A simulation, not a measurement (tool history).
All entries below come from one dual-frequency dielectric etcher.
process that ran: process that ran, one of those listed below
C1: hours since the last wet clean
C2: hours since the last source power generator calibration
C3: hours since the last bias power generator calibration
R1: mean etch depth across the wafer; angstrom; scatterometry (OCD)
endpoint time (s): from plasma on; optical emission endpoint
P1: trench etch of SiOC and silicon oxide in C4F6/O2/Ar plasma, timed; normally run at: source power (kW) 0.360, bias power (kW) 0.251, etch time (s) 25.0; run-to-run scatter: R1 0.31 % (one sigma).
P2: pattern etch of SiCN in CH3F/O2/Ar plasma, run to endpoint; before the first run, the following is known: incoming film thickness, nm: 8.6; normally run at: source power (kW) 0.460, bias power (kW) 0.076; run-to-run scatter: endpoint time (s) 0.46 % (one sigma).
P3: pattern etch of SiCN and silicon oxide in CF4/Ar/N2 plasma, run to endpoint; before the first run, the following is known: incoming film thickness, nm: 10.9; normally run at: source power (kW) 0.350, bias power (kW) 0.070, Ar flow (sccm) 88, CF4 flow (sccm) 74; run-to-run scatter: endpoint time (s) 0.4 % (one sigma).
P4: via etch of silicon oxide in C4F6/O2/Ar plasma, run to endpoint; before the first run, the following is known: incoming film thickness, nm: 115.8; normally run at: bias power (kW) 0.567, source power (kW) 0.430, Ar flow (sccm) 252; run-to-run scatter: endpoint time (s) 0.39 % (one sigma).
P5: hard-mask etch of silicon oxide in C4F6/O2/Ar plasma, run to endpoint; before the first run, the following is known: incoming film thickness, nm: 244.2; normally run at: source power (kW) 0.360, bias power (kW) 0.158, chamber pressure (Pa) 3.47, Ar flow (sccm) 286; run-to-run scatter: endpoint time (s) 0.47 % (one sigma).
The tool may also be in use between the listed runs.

run 1 hour=3.2 | process_that_ran=P1 source_power_(kW)=0.360 bias_power_(kW)=0.251 etch_time_(s)=25.0 | C1=85.5 C2=1033.3 C3=2028.3 | R1=538.43
run 2 hour=6.5 | process_that_ran=P1 source_power_(kW)=0.360 bias_power_(kW)=0.336 etch_time_(s)=14.0 | C1=88.8 C2=1036.6 C3=2031.6 | R1=336.69
run 3 hour=10.4 | process_that_ran=P5 source_power_(kW)=0.500 bias_power_(kW)=0.158 chamber_pressure_(Pa)=3.47 Ar_flow_(sccm)=286 | C1=92.7 C2=1040.5 C3=2035.5 | endpoint_time_(s)=70.814
run 4 hour=14.1 | process_that_ran=P5 source_power_(kW)=0.360 bias_power_(kW)=0.188 chamber_pressure_(Pa)=3.47 Ar_flow_(sccm)=286 | C1=96.4 C2=1044.2 C3=2039.2 | endpoint_time_(s)=76.624
run 5 hour=16.8 | process_that_ran=P5 source_power_(kW)=0.360 bias_power_(kW)=0.158 chamber_pressure_(Pa)=3.47 Ar_flow_(sccm)=357 | C1=99.1 C2=1046.9 C3=2041.9 | endpoint_time_(s)=82.565
run 6 hour=21.3 | process_that_ran=P3 source_power_(kW)=0.350 bias_power_(kW)=0.070 Ar_flow_(sccm)=88 CF4_flow_(sccm)=74 | C1=103.6 C2=1051.4 C3=2046.4 | endpoint_time_(s)=15.549
run 7 hour=26.6 | process_that_ran=P1 source_power_(kW)=0.360 bias_power_(kW)=0.251 etch_time_(s)=25.0 | C1=108.9 C2=1056.7 C3=2051.7 | R1=539.19
run 8 hour=31.7 | process_that_ran=P4 source_power_(kW)=0.430 bias_power_(kW)=0.795 Ar_flow_(sccm)=252 | C1=114.0 C2=1061.8 C3=2056.8 | endpoint_time_(s)=20.457
run 9 hour=35.6 | process_that_ran=P1 source_power_(kW)=0.360 bias_power_(kW)=0.251 etch_time_(s)=32.5 | C1=117.9 C2=1065.7 C3=2060.7 | R1=699.97
-- hour=39.4 source power generator calibrated
run 10 hour=40.4 | process_that_ran=P5 source_power_(kW)=0.360 bias_power_(kW)=0.158 chamber_pressure_(Pa)=3.47 Ar_flow_(sccm)=286 | C1=122.7 C2=1.0 C3=2065.5 | endpoint_time_(s)=80.683
run 11 hour=43.2 | process_that_ran=P1 source_power_(kW)=0.360 bias_power_(kW)=0.251 etch_time_(s)=15.5 | C1=125.5 C2=3.8 C3=2068.3 | R1=336.34
run 12 hour=47.6 | process_that_ran=P3 source_power_(kW)=0.480 bias_power_(kW)=0.070 Ar_flow_(sccm)=88 CF4_flow_(sccm)=74 | C1=129.9 C2=8.2 C3=2072.7 | endpoint_time_(s)=11.726
run 13 hour=50.6 | process_that_ran=P1 source_power_(kW)=0.360 bias_power_(kW)=0.151 etch_time_(s)=25.0 | C1=132.9 C2=11.2 C3=2075.7 | R1=459.15
run 14 hour=53.4 | process_that_ran=P5 source_power_(kW)=0.360 bias_power_(kW)=0.158 chamber_pressure_(Pa)=4.20 Ar_flow_(sccm)=286 | C1=135.7 C2=14.0 C3=2078.5 | endpoint_time_(s)=83.256
run 15 hour=56.6 | process_that_ran=P1 source_power_(kW)=0.500 bias_power_(kW)=0.251 etch_time_(s)=25.0 | C1=138.9 C2=17.2 C3=2081.7 | R1=611.80
run 16 hour=61.3 | process_that_ran=P1 source_power_(kW)=0.360 bias_power_(kW)=0.251 etch_time_(s)=25.0 | C1=143.6 C2=21.9 C3=2086.4 | R1=539.46
run 17 hour=66.7 | process_that_ran=P4 source_power_(kW)=0.430 bias_power_(kW)=0.567 Ar_flow_(sccm)=252 | C1=149.0 C2=27.3 C3=2091.8 | endpoint_time_(s)=23.264
run 18 hour=71.4 | process_that_ran=P2 source_power_(kW)=0.460 bias_power_(kW)=0.076 | C1=153.7 C2=32.0 C3=2096.5 | endpoint_time_(s)=21.375
run 19 hour=74.5 | process_that_ran=P1 source_power_(kW)=0.360 bias_power_(kW)=0.251 etch_time_(s)=25.0 | C1=156.8 C2=35.1 C3=2099.6 | R1=537.85
run 20 hour=79.4 | process_that_ran=P4 source_power_(kW)=0.430 bias_power_(kW)=0.567 Ar_flow_(sccm)=336 | C1=161.7 C2=40.0 C3=2104.5 | endpoint_time_(s)=24.137
run 21 hour=83.7 | process_that_ran=P3 source_power_(kW)=0.350 bias_power_(kW)=0.070 Ar_flow_(sccm)=57 CF4_flow_(sccm)=74 | C1=166.0 C2=44.3 C3=2108.8 | endpoint_time_(s)=14.719
run 22 hour=89.5 | process_that_ran=P3 source_power_(kW)=0.350 bias_power_(kW)=0.057 Ar_flow_(sccm)=88 CF4_flow_(sccm)=74 | C1=171.8 C2=50.1 C3=2114.6 | endpoint_time_(s)=16.555
run 23 hour=95.2 | process_that_ran=P4 source_power_(kW)=0.430 bias_power_(kW)=0.567 Ar_flow_(sccm)=252 | C1=177.5 C2=55.8 C3=2120.3 | endpoint_time_(s)=23.332
run 24 hour=99.2 | process_that_ran=P1 source_power_(kW)=0.220 bias_power_(kW)=0.251 etch_time_(s)=25.0 | C1=181.5 C2=59.8 C3=2124.3 | R1=447.34
run 25 hour=103.0 | process_that_ran=P2 source_power_(kW)=0.460 bias_power_(kW)=0.091 | C1=185.3 C2=63.6 C3=2128.1 | endpoint_time_(s)=19.911
run 26 hour=107.7 | process_that_ran=P3 source_power_(kW)=0.350 bias_power_(kW)=0.070 Ar_flow_(sccm)=88 CF4_flow_(sccm)=104 | C1=190.0 C2=68.3 C3=2132.8 | endpoint_time_(s)=14.841
run 27 hour=112.3 | process_that_ran=P1 source_power_(kW)=0.360 bias_power_(kW)=0.251 etch_time_(s)=25.0 | C1=194.6 C2=72.9 C3=2137.4 | R1=539.96
run 28 hour=115.2 | process_that_ran=P4 source_power_(kW)=0.560 bias_power_(kW)=0.567 Ar_flow_(sccm)=252 | C1=197.5 C2=75.8 C3=2140.3 | endpoint_time_(s)=21.023
run 29 hour=120.2 | process_that_ran=P1 source_power_(kW)=0.360 bias_power_(kW)=0.312 etch_time_(s)=25.0 | C1=202.5 C2=80.8 C3=2145.3 | R1=581.21
run 30 hour=124.9 | process_that_ran=P2 source_power_(kW)=0.650 bias_power_(kW)=0.076 | C1=207.2 C2=85.5 C3=2150.0 | endpoint_time_(s)=18.716
run 31 hour=130.8 | process_that_ran=P1 source_power_(kW)=0.360 bias_power_(kW)=0.251 etch_time_(s)=25.0 | C1=213.1 C2=91.4 C3=2155.9 | R1=539.92

Run 32, settings as shown, results not yet in. Your forecast:
run 32 hour=134.5 | process_that_ran=P1 source_power_(kW)=0.360 bias_power_(kW)=0.251 etch_time_(s)=25.0 | C1=216.8 C2=95.1 C3=2159.6 | R1=?

R1: 544.98 angstrom

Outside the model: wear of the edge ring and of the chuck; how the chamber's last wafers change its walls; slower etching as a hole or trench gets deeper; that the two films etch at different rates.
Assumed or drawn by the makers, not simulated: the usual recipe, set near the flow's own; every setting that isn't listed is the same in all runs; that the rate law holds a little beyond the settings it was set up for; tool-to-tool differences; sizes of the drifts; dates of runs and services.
